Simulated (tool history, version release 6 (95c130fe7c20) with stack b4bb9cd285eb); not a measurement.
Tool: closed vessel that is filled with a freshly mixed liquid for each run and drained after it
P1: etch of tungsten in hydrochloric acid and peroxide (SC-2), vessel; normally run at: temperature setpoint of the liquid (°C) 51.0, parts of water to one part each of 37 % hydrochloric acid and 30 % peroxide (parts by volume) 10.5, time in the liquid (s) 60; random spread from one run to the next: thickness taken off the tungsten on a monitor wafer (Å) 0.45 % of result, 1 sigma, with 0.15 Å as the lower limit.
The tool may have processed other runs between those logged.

run,hour,temperature setpoint of the liquid (°C),parts of water to one part each of 37 % hydrochloric acid and 30 % peroxide (parts by volume),time in the liquid (s),hours since the thermometer was replaced,hours since the chemicals flow meter was replaced,hours since the drum of peroxide was connected,thickness taken off the tungsten on a monitor wafer (Å)
1,10.5,51.0,10.5,60,725.5,660.3,204.1,178.550
2,16.7,51.0,15.0,60,731.7,666.5,210.3,130.970
3,29.1,51.0,17.0,35,744.1,678.9,222.7,68.509
4,41.2,51.0,10.5,30,756.2,691.0,234.8,89.748
5,53.8,51.0,10.5,95,768.8,703.6,247.4,281.040
6,65.8,43.5,10.5,110,780.8,715.6,259.4,196.140
7,73.8,51.0,4.0,60,788.8,723.6,267.4,374.910
8,79.4,51.0,10.5,60,794.4,729.2,273.0,179.930
9,91.2,51.0,10.5,60,806.2,741.0,284.8,178.510
10,98.0,51.0,10.5,60,813.0,747.8,291.6,180.670
11,108.8,35.0,10.5,60,823.8,758.6,302.4,59.264
12,120.7,51.0,10.5,60,835.7,770.5,314.3,178.380
13,132.5,62.0,10.5,60,847.5,782.3,326.1,364.920
14,142.8,51.0,10.5,60,857.8,792.6,336.4,178.110
15,153.2,51.0,10.5,60,868.2,803.0,346.8,178.630
16,163.5,51.0,10.5,60,878.5,813.3,357.1,179.590
17,171.1,51.0,10.5,60,886.1,820.9,364.7,184.980
18,180.8,51.0,10.5,60,895.8,830.6,374.4,186.390
19,188.7,51.0,10.5,60,903.7,838.5,382.3,191.150
20,199.3,51.0,10.5,60,914.3,849.1,392.9,190.430
21,211.3,51.0,10.5,60,926.3,861.1,404.9,192.050
22,217.6,51.0,10.5,60,932.6,867.4,411.2,192.860

Estimate the outcome of run 23 from the log above:
23,224.1,51.0,10.5,60,939.1,873.9,417.7,?

thickness taken off the tungsten on a monitor wafer (Å): 193.010

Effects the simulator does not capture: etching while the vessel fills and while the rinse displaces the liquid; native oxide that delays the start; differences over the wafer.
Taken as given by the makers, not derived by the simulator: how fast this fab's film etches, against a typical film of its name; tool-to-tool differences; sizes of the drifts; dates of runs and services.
